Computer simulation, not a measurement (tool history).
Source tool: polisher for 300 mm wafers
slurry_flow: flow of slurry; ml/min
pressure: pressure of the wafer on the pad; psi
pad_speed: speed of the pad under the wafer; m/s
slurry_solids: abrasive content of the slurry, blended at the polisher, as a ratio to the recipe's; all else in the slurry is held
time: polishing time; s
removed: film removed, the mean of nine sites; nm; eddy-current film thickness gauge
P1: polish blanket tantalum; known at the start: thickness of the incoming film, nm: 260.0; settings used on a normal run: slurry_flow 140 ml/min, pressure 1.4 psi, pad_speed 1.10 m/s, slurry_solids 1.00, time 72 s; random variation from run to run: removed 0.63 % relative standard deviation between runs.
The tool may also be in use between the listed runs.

run,hour,slurry_flow,pressure,pad_speed,slurry_solids,time,wafers polished on this pad,hours since the slurry nozzle was cleaned,hours since the head pressure was calibrated,hours since the slurry blender was calibrated,removed
1,9.6,140,1.4,1.10,1.00,72,969,52.7,344.1,316.0,77.028
2,17.5,140,1.4,1.10,1.00,72,1032,60.6,352.0,323.9,77.427
3,29.3,140,0.8,1.10,0.60,72,1127,72.4,363.8,335.7,36.851
4,35.9,140,1.4,1.10,1.00,49,1181,79.0,370.4,342.3,52.245
5,44.8,140,2.2,1.10,1.00,72,1252,87.9,379.3,351.2,121.720
6,53.4,140,1.4,1.10,1.00,113,1322,96.5,387.9,359.8,121.780
7,60.5,140,1.0,1.10,1.00,106,1379,103.6,395.0,366.9,81.667
8,67.0,140,1.4,1.10,0.55,72,1431,110.1,401.5,373.4,62.360
9,75.4,210,1.4,1.10,1.00,72,1499,118.5,409.9,381.8,81.966
# hour 77.6: head pressure recalibrated
10,83.6,90,2.0,1.10,1.00,72,1565,126.7,6.0,390.0,100.630
11,95.0,85,1.4,1.10,1.00,72,1657,138.1,17.4,401.4,69.474
12,105.2,140,1.4,1.66,1.00,72,1739,148.3,27.6,411.6,117.490
13,118.5,140,1.4,1.10,1.00,72,1846,161.6,40.9,424.9,76.788
14,126.7,140,1.4,1.10,1.00,72,1912,169.8,49.1,433.1,77.177
# hour 128.8: worn pad replaced by a new one
15,136.1,140,0.7,1.10,1.00,72,59,179.2,58.5,442.5,38.577

What does the tool deliver on the next run?
# hour 139.4: slurry blender recalibrated
16,149.7,140,1.4,1.10,1.40,72,169,192.8,72.1,10.4,?

removed: 84.453 nm
